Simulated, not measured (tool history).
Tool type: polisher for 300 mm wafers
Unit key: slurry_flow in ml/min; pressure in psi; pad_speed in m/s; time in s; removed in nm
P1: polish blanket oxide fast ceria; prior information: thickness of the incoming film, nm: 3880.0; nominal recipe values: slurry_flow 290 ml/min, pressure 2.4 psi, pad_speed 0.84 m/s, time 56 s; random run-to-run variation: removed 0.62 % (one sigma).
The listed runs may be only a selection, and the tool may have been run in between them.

run	hour	slurry_flow	pressure	pad_speed	time	wafers polished on this pad	hours since the slurry nozzle was cleaned	hours since the head pressure was calibrated	removed
1	5.9	290	2.4	0.84	56	481	131.0	891.8	554.24
2	9.8	290	1.3	0.84	56	543	134.9	895.7	299.92
3	14.4	290	2.4	0.84	56	616	139.5	900.3	554.39
4	19.5	290	2.4	0.84	56	697	144.6	905.4	561.34
5	22.5	425	2.4	0.84	88	745	147.6	908.4	910.83
6	28.7	290	2.4	0.84	80	844	153.8	914.6	793.66
7	34.5	290	2.4	1.14	77	937	159.6	920.4	1050.10
8	38.9	290	2.4	0.84	56	1007	164.0	924.8	556.59
9	42.2	380	2.4	0.84	56	1060	167.3	928.1	570.43
10	45.6	290	3.7	0.84	56	1114	170.7	931.5	863.20
11	48.9	290	2.4	1.10	56	1166	174.0	934.8	731.93
12	54.3	290	2.4	0.84	56	1252	179.4	940.2	560.28
13	60.1	290	2.4	0.38	56	1345	185.2	946.0	253.74
14	66.5	290	2.4	0.84	25	1447	191.6	952.4	250.06
15	71.6	175	2.4	0.84	56	1528	196.7	957.5	518.72
16	75.7	290	2.4	0.84	56	1594	200.8	961.6	559.68
17	81.0	290	2.4	0.84	56	1678	206.1	966.9	541.80
18	84.4	290	2.4	0.84	56	1732	209.5	970.3	541.41
19	88.8	290	2.4	0.84	56	1803	213.9	974.7	542.14
# hour 92.6: worn pad replaced by a new one
20	93.2	290	2.4	0.84	56	10	218.3	979.1	543.58
21	99.2	290	2.4	0.84	56	106	224.3	985.1	539.45
22	102.9	290	2.4	0.84	56	165	228.0	988.8	526.89
23	106.3	290	2.4	0.84	56	219	231.4	992.2	535.11

What P1 gives has crept off from where it sat before. The 2 causes that follow fit the log equally well, each at the size noted:
A: head's pressure below its setpoint, % = 4.31
B: slurry flow missing at the pad, % = 32.3
At approximately hour 75.7, the process output began to creep.
Every other cause this tool's parts could produce, and why it does not fit the log:
removal rate lost through wear of the pad, %: its service at hour 92.6 followed the start of the drift and did not put the process back to its old value

The 4 check runs listed below each average the results of 5 wafers, and their outcomes are marked with question marks. Under which run would the listed causes produce clearly different results?
check 1	109.7	185	2.4	0.84	74				?
check 2	109.7	290	2.4	0.62	25				?
check 3	109.7	290	3.7	0.62	56				?
check 4	109.7	290	1.5	0.60	56				?

If the cause were each of the candidates in turn, the checks would give the following:
check	result	if A	if B
check 1	removed	669.96	654.76
check 2	removed	176.02	176.03
check 3	removed	607.85	607.88
check 4	removed	238.47	238.49
How far apart the two closest causes lie, in the result that separates them most: check 1 2.29 %; check 2 0.01 %; check 3 0.01 %; check 4 0.01 %
Only in check 1 would the causes give clearly different results; in the remaining checks their results would be nearly the same.

Check 1 was then run and gave: removed 666.43 nm. Which cause is it?

It was cause A: head's pressure below its setpoint, %.
